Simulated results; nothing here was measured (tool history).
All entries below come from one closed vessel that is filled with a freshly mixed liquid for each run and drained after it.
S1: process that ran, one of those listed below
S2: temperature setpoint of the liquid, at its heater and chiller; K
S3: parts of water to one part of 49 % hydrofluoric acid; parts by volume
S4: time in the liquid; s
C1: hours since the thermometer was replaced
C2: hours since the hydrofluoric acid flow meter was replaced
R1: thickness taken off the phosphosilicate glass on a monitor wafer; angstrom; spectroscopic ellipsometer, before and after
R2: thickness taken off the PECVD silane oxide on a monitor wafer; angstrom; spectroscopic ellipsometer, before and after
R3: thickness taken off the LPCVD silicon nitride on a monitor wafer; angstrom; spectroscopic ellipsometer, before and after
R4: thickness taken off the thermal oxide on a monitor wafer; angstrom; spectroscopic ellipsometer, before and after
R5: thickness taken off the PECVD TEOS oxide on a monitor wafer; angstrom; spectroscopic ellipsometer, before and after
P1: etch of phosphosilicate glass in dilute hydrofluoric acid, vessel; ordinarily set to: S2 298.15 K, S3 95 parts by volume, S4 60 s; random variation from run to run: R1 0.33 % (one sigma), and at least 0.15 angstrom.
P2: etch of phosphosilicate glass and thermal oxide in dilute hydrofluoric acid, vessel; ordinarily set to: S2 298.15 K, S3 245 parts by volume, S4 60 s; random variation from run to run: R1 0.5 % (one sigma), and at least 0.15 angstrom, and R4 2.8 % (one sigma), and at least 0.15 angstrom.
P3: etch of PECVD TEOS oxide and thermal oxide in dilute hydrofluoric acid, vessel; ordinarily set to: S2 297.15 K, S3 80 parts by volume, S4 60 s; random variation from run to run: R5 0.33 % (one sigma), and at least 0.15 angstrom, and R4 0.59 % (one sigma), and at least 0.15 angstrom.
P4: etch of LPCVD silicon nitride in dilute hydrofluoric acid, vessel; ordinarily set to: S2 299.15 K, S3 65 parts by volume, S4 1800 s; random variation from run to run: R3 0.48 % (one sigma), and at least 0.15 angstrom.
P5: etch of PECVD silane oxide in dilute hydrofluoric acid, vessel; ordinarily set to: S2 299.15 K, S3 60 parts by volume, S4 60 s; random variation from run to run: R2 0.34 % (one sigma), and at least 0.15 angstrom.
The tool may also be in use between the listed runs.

run 1 day=0.5 | S1=P1 S2=298.15 S3=95 S4=60 | C1=611.4 C2=721.5 | R1=605.99
run 2 day=1.012 | S1=P5 S2=294.15 S3=60 S4=60 | C1=623.7 C2=733.8 | R2=146.24
run 3 day=1.629 | S1=P4 S2=299.15 S3=65 S4=1800 | C1=638.5 C2=748.6 | R3=149.64
run 4 day=2.221 | S1=P1 S2=298.15 S3=50 S4=60 | C1=652.7 C2=762.8 | R1=1221
run 5 day=2.825 | S1=P2 S2=298.15 S3=245 S4=60 | C1=667.2 C2=777.3 | R1=350.78 R4=9.8389
run 6 day=3.133 | S1=P3 S2=297.15 S3=145 S4=60 | C1=674.6 C2=784.7 | R4=19.33 R5=47.806
-- day=3.192 thermometer replaced
run 7 day=3.642 | S1=P3 S2=297.15 S3=80 S4=30 | C1=10.9 C2=796.9 | R4=19.321 R5=46.754
run 8 day=4.029 | S1=P4 S2=299.15 S3=65 S4=1800 | C1=20.2 C2=806.2 | R3=149.96
run 9 day=4.454 | S1=P1 S2=303.65 S3=95 S4=60 | C1=30.4 C2=816.4 | R1=753.26
run 10 day=4.825 | S1=P4 S2=299.15 S3=65 S4=2745 | C1=39.3 C2=825.3 | R3=229.23
run 11 day=5.138 | S1=P1 S2=298.15 S3=95 S4=60 | C1=46.8 C2=832.8 | R1=603.83
run 12 day=5.562 | S1=P1 S2=303.65 S3=20 S4=60 | C1=57 C2=843 | R1=3972.3
run 13 day=5.896 | S1=P5 S2=299.15 S3=110 S4=60 | C1=65 C2=851 | R2=91.462
run 14 day=6.271 | S1=P2 S2=298.15 S3=245 S4=60 | C1=74 C2=860 | R1=349.04 R4=9.8473
run 15 day=6.758 | S1=P1 S2=298.15 S3=160 S4=60 | C1=85.7 C2=871.7 | R1=333.91
run 16 day=7.133 | S1=P1 S2=304.65 S3=40 S4=60 | C1=94.7 C2=880.7 | R1=2009.2
run 17 day=7.683 | S1=P1 S2=298.15 S3=95 S4=60 | C1=107.9 C2=893.9 | R1=602.39
run 18 day=8.054 | S1=P2 S2=298.15 S3=245 S4=115 | C1=116.8 C2=902.8 | R1=671.58 R4=18.268
run 19 day=8.379 | S1=P2 S2=298.15 S3=115 S4=60 | C1=124.6 C2=910.6 | R1=875.6 R4=23.822
run 20 day=8.892 | S1=P1 S2=298.15 S3=95 S4=60 | C1=136.9 C2=922.9 | R1=610.64
run 21 day=9.3 | S1=P5 S2=299.15 S3=60 S4=60 | C1=146.7 C2=932.7 | R2=179.24
run 22 day=9.646 | S1=P4 S2=299.15 S3=90 S4=1800 | C1=155 C2=941 | R3=109.83
run 23 day=10.25 | S1=P1 S2=290.15 S3=95 S4=60 | C1=169.5 C2=955.5 | R1=433.17
run 24 day=10.85 | S1=P1 S2=298.15 S3=95 S4=60 | C1=183.9 C2=969.9 | R1=603.72
run 25 day=11.233 | S1=P1 S2=298.15 S3=95 S4=60 | C1=193.1 C2=979.1 | R1=605.18
run 26 day=11.783 | S1=P1 S2=298.15 S3=95 S4=110 | C1=206.3 C2=992.3 | R1=1108.3
run 27 day=12.117 | S1=P5 S2=299.15 S3=60 S4=120 | C1=214.3 C2=1000.3 | R2=356.02
run 28 day=12.538 | S1=P1 S2=298.15 S3=95 S4=30 | C1=224.4 C2=1010.4 | R1=302.97
run 29 day=12.95 | S1=P3 S2=292.65 S3=80 S4=60 | C1=234.3 C2=1020.3 | R4=31.172 R5=77.369
run 30 day=13.242 | S1=P3 S2=297.15 S3=80 S4=60 | C1=241.3 C2=1027.3 | R4=37.785 R5=93.325
run 31 day=13.65 | S1=P2 S2=305.15 S3=245 S4=60 | C1=251.1 C2=1037.1 | R1=448.73 R4=12.256
run 32 day=14.042 | S1=P4 S2=292.65 S3=65 S4=1800 | C1=260.5 C2=1046.5 | R3=96.577
run 33 day=14.612 | S1=P1 S2=298.15 S3=95 S4=60 | C1=274.2 C2=1060.2 | R1=608.11
run 34 day=14.896 | S1=P1 S2=298.15 S3=95 S4=60 | C1=281 C2=1067 | R1=620.66
run 35 day=15.208 | S1=P1 S2=298.15 S3=95 S4=60 | C1=288.5 C2=1074.5 | R1=635.67
run 36 day=15.562 | S1=P1 S2=298.15 S3=95 S4=60 | C1=297 C2=1083 | R1=639.24
run 37 day=15.917 | S1=P1 S2=298.15 S3=95 S4=60 | C1=305.5 C2=1091.5 | R1=651.16
run 38 day=16.242 | S1=P1 S2=298.15 S3=95 S4=60 | C1=313.3 C2=1099.3 | R1=654.42
run 39 day=16.846 | S1=P1 S2=298.15 S3=95 S4=60 | C1=327.8 C2=1113.8 | R1=658.71
run 40 day=17.338 | S1=P1 S2=298.15 S3=95 S4=60 | C1=339.6 C2=1125.6 | R1=664.29
run 41 day=17.833 | S1=P1 S2=298.15 S3=95 S4=60 | C1=351.5 C2=1137.5 | R1=664.97
run 42 day=18.154 | S1=P1 S2=298.15 S3=95 S4=60 | C1=359.2 C2=1145.2 | R1=664.65
run 43 day=18.675 | S1=P1 S2=298.15 S3=95 S4=60 | C1=371.7 C2=1157.7 | R1=668.11

What P1 gives has crept off from where it sat before. The 2 causes that follow fit the log equally well, each at the size noted:
A: liquid hotter than its thermometer reads (K) = 2.41
B: hydrofluoric acid flow above the setpoint (%) = 8.78
The onset of the drift is placed at about day 14.612.

Of the 4 check runs listed below, each run on one wafer and each result written as a question mark, which would let you distinguish the listed causes because they would give clearly different results?
run check 1 day=19.196 | S1=P5 S2=299.15 S3=105 S4=60 | R2=?
run check 2 day=19.196 | S1=P2 S2=298.15 S3=170 S4=115 | R1=? R4=?
run check 3 day=19.196 | S1=P4 S2=293.15 S3=65 S4=1800 | R3=?
run check 4 day=19.196 | S1=P3 S2=297.15 S3=145 S4=30 | R4=? R5=?

Predicted outcomes, by check and by cause:
check=check_1 result=R2 if_A=105.43 if_B=105.71
check=check_2 result=R1 if_A=1146.5 if_B=1159.4
check=check_2 result=R4 if_A=32.592 if_B=32.957
check=check_3 result=R3 if_A=118.62 if_B=109.19
check=check_4 result=R4 if_A=10.522 if_B=10.589
check=check_4 result=R5 if_A=26.106 if_B=26.273
Minimum pairwise separation of causes per check, each pair taken at its best-separating result: check 1 0.26 %; check 2 1.11 %; check 3 8.28 %; check 4 0.64 %
The other checks would show nearly matching results whichever cause is true, so check 3 is the only one that separates the causes.

Here is what check 3 returned: R3 118.87 angstrom. Which cause is it?

Of the candidate causes, it is A: liquid hotter than its thermometer reads (K).

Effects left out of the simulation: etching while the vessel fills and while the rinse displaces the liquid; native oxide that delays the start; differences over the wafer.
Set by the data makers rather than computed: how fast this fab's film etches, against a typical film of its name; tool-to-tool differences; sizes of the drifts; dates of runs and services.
